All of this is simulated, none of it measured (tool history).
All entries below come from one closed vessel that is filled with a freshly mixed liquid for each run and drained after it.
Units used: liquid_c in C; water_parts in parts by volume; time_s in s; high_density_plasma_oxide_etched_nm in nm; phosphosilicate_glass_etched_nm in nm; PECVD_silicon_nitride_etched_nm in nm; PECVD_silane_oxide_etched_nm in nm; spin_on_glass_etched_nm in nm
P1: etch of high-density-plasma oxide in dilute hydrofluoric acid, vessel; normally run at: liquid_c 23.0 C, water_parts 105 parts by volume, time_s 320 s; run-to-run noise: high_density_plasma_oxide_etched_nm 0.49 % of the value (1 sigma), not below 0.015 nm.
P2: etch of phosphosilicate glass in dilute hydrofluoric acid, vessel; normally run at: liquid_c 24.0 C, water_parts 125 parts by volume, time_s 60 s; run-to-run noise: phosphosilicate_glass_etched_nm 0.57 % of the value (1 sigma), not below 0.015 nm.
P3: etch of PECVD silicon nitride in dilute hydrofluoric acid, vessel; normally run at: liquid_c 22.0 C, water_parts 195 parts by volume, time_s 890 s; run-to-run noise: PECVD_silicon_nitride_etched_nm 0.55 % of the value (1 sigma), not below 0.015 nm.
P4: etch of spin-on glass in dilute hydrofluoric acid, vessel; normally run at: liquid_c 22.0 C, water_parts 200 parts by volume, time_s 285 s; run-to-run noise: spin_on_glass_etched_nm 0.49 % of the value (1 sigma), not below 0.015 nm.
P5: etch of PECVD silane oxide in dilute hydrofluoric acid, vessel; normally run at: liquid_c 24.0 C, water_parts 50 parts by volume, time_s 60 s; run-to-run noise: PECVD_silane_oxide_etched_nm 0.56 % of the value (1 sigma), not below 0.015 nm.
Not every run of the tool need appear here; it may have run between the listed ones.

run	day	process	liquid_c	water_parts	time_s	hours since the thermometer was replaced	hours since the hydrofluoric acid flow meter was replaced	high_density_plasma_oxide_etched_nm	phosphosilicate_glass_etched_nm	PECVD_silicon_nitride_etched_nm	PECVD_silane_oxide_etched_nm	spin_on_glass_etched_nm
1	0.429	P1	23.0	105	320	422.2	792.7	18.6010				
2	0.854	P2	24.0	60	60	432.4	802.9		68.730			
3	1.375	P1	17.5	185	320	444.9	815.4	7.8452				
4	1.675	P3	22.0	195	55	452.1	822.6			0.77013		
5	2.133	P3	17.0	195	890	463.1	833.6			9.11180		
6	2.512	P1	23.0	185	320	472.2	842.7	9.6526				
7	2.838	P2	24.0	125	60	480.0	850.5		30.223			
8	3.108	P2	24.0	125	60	486.5	857.0		30.406			
9	3.583	P5	24.0	25	60	497.9	868.4				53.596	
10	3.933	P4	22.0	200	470	506.3	876.8					59.416
11	4.421	P1	23.0	105	320	518.0	888.5	18.5130				
12	4.892	P1	23.0	105	85	529.3	899.8	4.9338				
13	5.379	P1	23.0	105	320	541.0	911.5	18.5540				
14	5.746	P1	23.0	65	320	549.8	920.3	31.5480				
15	6.221	P2	29.0	125	60	561.2	931.7		36.507			
16	6.646	P3	22.0	280	890	571.4	941.9			8.88070		
17	7.038	P3	22.0	195	890	580.8	951.3			12.53200		
18	7.342	P5	24.0	50	60	588.1	958.6				26.002	
19	7.671	P2	24.0	125	105	596.0	966.5		53.428			
20	7.988	P5	24.0	50	60	603.6	974.1				26.180	
21	8.383	P4	29.0	200	285	613.1	983.6					46.427
22	8.767	P4	22.0	200	285	622.3	992.8					35.918
23	9.192	P4	22.0	290	285	632.5	1003.0					22.707
24	9.467	P1	23.0	105	320	639.1	1009.6	18.5440				
25	9.950	P1	17.5	105	320	650.7	1021.2	14.8060				
26	10.283	P1	23.0	105	320	658.7	1029.2	18.4620				
27	10.629	P1	31.0	105	320	667.0	1037.5	25.2330				
28	11.012	P5	24.0	50	30	676.2	1046.7				12.807	
29	11.546	P4	22.0	200	285	689.0	1059.5					35.937
30	11.946	P5	19.5	50	60	698.6	1069.1				21.387	
31	12.442	P1	23.0	105	545	710.5	1081.0	31.9270				
32	12.767	P1	23.0	105	320	718.3	1088.8	18.5060				
33	13.200	P1	23.0	105	320	728.7	1099.2	18.8730				
34	13.658	P1	23.0	105	320	739.7	1110.2	19.3240				
35	14.062	P1	23.0	105	320	749.4	1119.9	19.3050				
36	14.358	P1	23.0	105	320	756.5	1127.0	19.4760				
37	14.733	P1	23.0	105	320	765.5	1136.0	19.4500				
38	15.162	P1	23.0	105	320	775.8	1146.3	19.6970				
39	15.479	P1	23.0	105	320	783.4	1153.9	19.4620				

Run 40 is up next; what results do you expect?
40	15.904	P1	23.0	105	320	793.6	1164.1	?				

{"run 40": {"high_density_plasma_oxide_etched_nm": 19.748}}
